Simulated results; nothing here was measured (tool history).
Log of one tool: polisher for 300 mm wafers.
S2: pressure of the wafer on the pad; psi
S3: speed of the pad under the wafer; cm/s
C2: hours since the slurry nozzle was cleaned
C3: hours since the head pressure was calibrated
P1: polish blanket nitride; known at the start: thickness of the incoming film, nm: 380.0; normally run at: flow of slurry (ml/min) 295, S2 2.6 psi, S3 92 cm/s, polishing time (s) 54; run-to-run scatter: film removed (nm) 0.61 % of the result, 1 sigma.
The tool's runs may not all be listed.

{"run": 1, "hour": 12.2, "flow of slurry (ml/min)": 295, "S2": 2.6, "S3": 92, "polishing time (s)": 54, "wafers polished on this pad": 519, "C2": 87.8, "C3": 389.2, "film removed (nm)": 53.824}
{"run": 2, "hour": 25.0, "flow of slurry (ml/min)": 295, "S2": 2.6, "S3": 44, "polishing time (s)": 54, "wafers polished on this pad": 697, "C2": 100.6, "C3": 402, "film removed (nm)": 29.537}
{"run": 3, "hour": 37.1, "flow of slurry (ml/min)": 440, "S2": 2.6, "S3": 92, "polishing time (s)": 54, "wafers polished on this pad": 865, "C2": 112.7, "C3": 414.1, "film removed (nm)": 55.183}
{"run": 4, "hour": 44.5, "flow of slurry (ml/min)": 295, "S2": 2.6, "S3": 126, "polishing time (s)": 54, "wafers polished on this pad": 967, "C2": 120.1, "C3": 421.5, "film removed (nm)": 68.547}
{"run": 5, "hour": 56.9, "flow of slurry (ml/min)": 295, "S2": 2.6, "S3": 92, "polishing time (s)": 54, "wafers polished on this pad": 1140, "C2": 132.5, "C3": 433.9, "film removed (nm)": 53.094}
{"run": 6, "hour": 71.0, "flow of slurry (ml/min)": 175, "S2": 2.6, "S3": 140, "polishing time (s)": 54, "wafers polished on this pad": 1335, "C2": 146.6, "C3": 448, "film removed (nm)": 70.185}
{"run": 7, "hour": 81.2, "flow of slurry (ml/min)": 295, "S2": 1.3, "S3": 92, "polishing time (s)": 54, "wafers polished on this pad": 1477, "C2": 156.8, "C3": 458.2, "film removed (nm)": 26.334}
{"run": 8, "hour": 95.2, "flow of slurry (ml/min)": 295, "S2": 4, "S3": 92, "polishing time (s)": 54, "wafers polished on this pad": 1672, "C2": 170.8, "C3": 472.2, "film removed (nm)": 81.981}
{"run": 9, "hour": 102.8, "flow of slurry (ml/min)": 295, "S2": 2.6, "S3": 92, "polishing time (s)": 78, "wafers polished on this pad": 1777, "C2": 178.4, "C3": 479.8, "film removed (nm)": 76.336}
{"run": 10, "hour": 116.6, "flow of slurry (ml/min)": 295, "S2": 2.6, "S3": 92, "polishing time (s)": 54, "wafers polished on this pad": 1969, "C2": 192.2, "C3": 493.6, "film removed (nm)": 53.903}
{"run": 11, "hour": 129.4, "flow of slurry (ml/min)": 295, "S2": 2.6, "S3": 92, "polishing time (s)": 54, "wafers polished on this pad": 2147, "C2": 205, "C3": 506.4, "film removed (nm)": 53.018}
{"run": 12, "hour": 143.2, "flow of slurry (ml/min)": 295, "S2": 2.6, "S3": 92, "polishing time (s)": 26, "wafers polished on this pad": 2338, "C2": 218.8, "C3": 520.2, "film removed (nm)": 25.704}
{"run": 13, "hour": 158.5, "flow of slurry (ml/min)": 295, "S2": 2.6, "S3": 92, "polishing time (s)": 54, "wafers polished on this pad": 2551, "C2": 234.1, "C3": 535.5, "film removed (nm)": 53.877}
{"run": 14, "hour": 168.6, "flow of slurry (ml/min)": 295, "S2": 2.6, "S3": 92, "polishing time (s)": 54, "wafers polished on this pad": 2691, "C2": 244.2, "C3": 545.6, "film removed (nm)": 52.793}
{"run": 15, "hour": 179.9, "flow of slurry (ml/min)": 175, "S2": 2.6, "S3": 92, "polishing time (s)": 54, "wafers polished on this pad": 2848, "C2": 255.5, "C3": 556.9, "film removed (nm)": 49.993}
{"run": 16, "hour": 194.1, "flow of slurry (ml/min)": 295, "S2": 2.6, "S3": 92, "polishing time (s)": 54, "wafers polished on this pad": 3045, "C2": 269.7, "C3": 571.1, "film removed (nm)": 52.651}
{"run": 17, "hour": 201.2, "flow of slurry (ml/min)": 225, "S2": 3.8, "S3": 92, "polishing time (s)": 54, "wafers polished on this pad": 3144, "C2": 276.8, "C3": 578.2, "film removed (nm)": 75.582}
{"run": 18, "hour": 216.5, "flow of slurry (ml/min)": 295, "S2": 2.6, "S3": 92, "polishing time (s)": 54, "wafers polished on this pad": 3356, "C2": 292.1, "C3": 593.5, "film removed (nm)": 53.404}
{"run": 19, "hour": 226.7, "flow of slurry (ml/min)": 295, "S2": 2.6, "S3": 92, "polishing time (s)": 54, "wafers polished on this pad": 3498, "C2": 302.3, "C3": 603.7, "film removed (nm)": 52.555}
{"run": 20, "hour": 237.0, "flow of slurry (ml/min)": 295, "S2": 2.6, "S3": 92, "polishing time (s)": 54, "wafers polished on this pad": 3641, "C2": 312.6, "C3": 614, "film removed (nm)": 52.823}
{"run": 21, "hour": 251.2, "flow of slurry (ml/min)": 295, "S2": 2.6, "S3": 92, "polishing time (s)": 54, "wafers polished on this pad": 3838, "C2": 326.8, "C3": 628.2, "film removed (nm)": 51.17}
{"run": 22, "hour": 265.7, "flow of slurry (ml/min)": 295, "S2": 2.6, "S3": 92, "polishing time (s)": 54, "wafers polished on this pad": 4040, "C2": 341.3, "C3": 642.7, "film removed (nm)": 51.17}
{"run": 23, "hour": 277.2, "flow of slurry (ml/min)": 295, "S2": 2.6, "S3": 92, "polishing time (s)": 54, "wafers polished on this pad": 4199, "C2": 352.8, "C3": 654.2, "film removed (nm)": 50.957}
{"run": 24, "hour": 287.9, "flow of slurry (ml/min)": 295, "S2": 2.6, "S3": 92, "polishing time (s)": 54, "wafers polished on this pad": 4348, "C2": 363.5, "C3": 664.9, "film removed (nm)": 51}
{"run": 25, "hour": 299.0, "flow of slurry (ml/min)": 295, "S2": 2.6, "S3": 92, "polishing time (s)": 54, "wafers polished on this pad": 4502, "C2": 374.6, "C3": 676, "film removed (nm)": 50.063}
{"hour": 299.1, "done": "worn pad replaced by a new one"}
{"run": 26, "hour": 311.0, "flow of slurry (ml/min)": 295, "S2": 2.6, "S3": 92, "polishing time (s)": 54, "wafers polished on this pad": 165, "C2": 386.6, "C3": 688, "film removed (nm)": 50.684}
{"run": 27, "hour": 320.9, "flow of slurry (ml/min)": 295, "S2": 2.6, "S3": 92, "polishing time (s)": 54, "wafers polished on this pad": 303, "C2": 396.5, "C3": 697.9, "film removed (nm)": 50.236}
{"run": 28, "hour": 332.4, "flow of slurry (ml/min)": 295, "S2": 2.6, "S3": 92, "polishing time (s)": 54, "wafers polished on this pad": 463, "C2": 408, "C3": 709.4, "film removed (nm)": 50.795}

What P1 gives has crept away from where it was. These 2 causes fit the log equally well, each at the size given:
A: slurry flow missing at the pad, % = 36.9
B: head's pressure below its setpoint, % = 5.14
The creep began at about hour 216.5.
Why every other cause is out:
removal rate lost through wear of the pad, %: serviced at hour 299.1, which brought nothing back

4 check runs are offered, each on 5 wafers whose results are averaged, their results left as question marks. Which one tells the causes apart?
{"run": "check 1", "hour": 343.9, "flow of slurry (ml/min)": 205, "S2": 2.6, "S3": 92, "polishing time (s)": 70, "film removed (nm)": "?"}
{"run": "check 2", "hour": 343.9, "flow of slurry (ml/min)": 295, "S2": 2.6, "S3": 92, "polishing time (s)": 28, "film removed (nm)": "?"}
{"run": "check 3", "hour": 343.9, "flow of slurry (ml/min)": 295, "S2": 3.9, "S3": 92, "polishing time (s)": 54, "film removed (nm)": "?"}
{"run": "check 4", "hour": 343.9, "flow of slurry (ml/min)": 295, "S2": 2.1, "S3": 92, "polishing time (s)": 54, "film removed (nm)": "?"}

What each check would give under each cause:
check=check_1 result=film_removed_(nm) if_A=61.643 if_B=62.985
check=check_2 result=film_removed_(nm) if_A=26.215 if_B=26.216
check=check_3 result=film_removed_(nm) if_A=75.835 if_B=75.84
check=check_4 result=film_removed_(nm) if_A=40.834 if_B=40.837
How far apart the two closest causes lie, in the result that separates them most: check 1 2.15 %; check 2 0.01 %; check 3 0.01 %; check 4 0.01 %
Only check 1 tells the causes apart: in the others they would give nearly the same result.

Check 1 was then run and gave: film removed (nm) 61.4. Which cause is it?

It is A: slurry flow missing at the pad, %.
